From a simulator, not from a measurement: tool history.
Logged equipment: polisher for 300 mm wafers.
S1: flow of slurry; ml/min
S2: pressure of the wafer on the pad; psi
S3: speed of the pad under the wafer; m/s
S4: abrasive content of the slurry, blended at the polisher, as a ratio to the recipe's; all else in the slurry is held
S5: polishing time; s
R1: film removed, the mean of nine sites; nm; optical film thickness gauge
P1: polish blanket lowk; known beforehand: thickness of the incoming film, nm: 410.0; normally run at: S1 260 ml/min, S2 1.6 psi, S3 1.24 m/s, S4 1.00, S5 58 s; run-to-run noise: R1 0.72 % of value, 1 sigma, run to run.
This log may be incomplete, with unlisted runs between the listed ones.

run	hour	S1	S2	S3	S4	S5	R1
1	12.7	260	1.6	1.24	1.00	58	19.6400
2	20.5	335	1.6	1.24	1.00	58	20.2260
3	36.7	260	2.1	1.24	1.00	58	25.2470
# hour 42.9: slurry blender recalibrated
4	49.4	260	1.6	1.24	1.00	58	19.4410
5	58.2	260	1.6	1.24	1.00	58	19.5460
6	70.0	260	1.6	1.24	1.00	89	29.9740
7	81.8	260	1.6	1.24	1.25	58	21.4320
8	96.5	325	2.0	1.24	1.00	58	25.3480
9	104.9	260	1.6	1.24	1.00	58	19.6590
10	119.7	260	0.7	1.24	1.00	58	8.5603
11	129.7	260	1.6	1.24	0.55	58	14.3100
12	142.4	260	1.6	1.24	1.00	58	19.6530
13	151.7	260	2.2	1.24	1.30	58	30.1020
14	164.5	180	1.6	1.24	1.00	58	18.7880
# hour 172.4: slurry nozzle cleaned
15	181.1	260	1.6	1.24	1.00	26	8.7106
16	192.4	260	1.6	1.94	1.00	58	27.9230

Run 17 has not been measured yet. What should we expect?
17	207.2	260	1.6	0.78	1.00	58	?

{"run 17": {"R1": 13.356}}
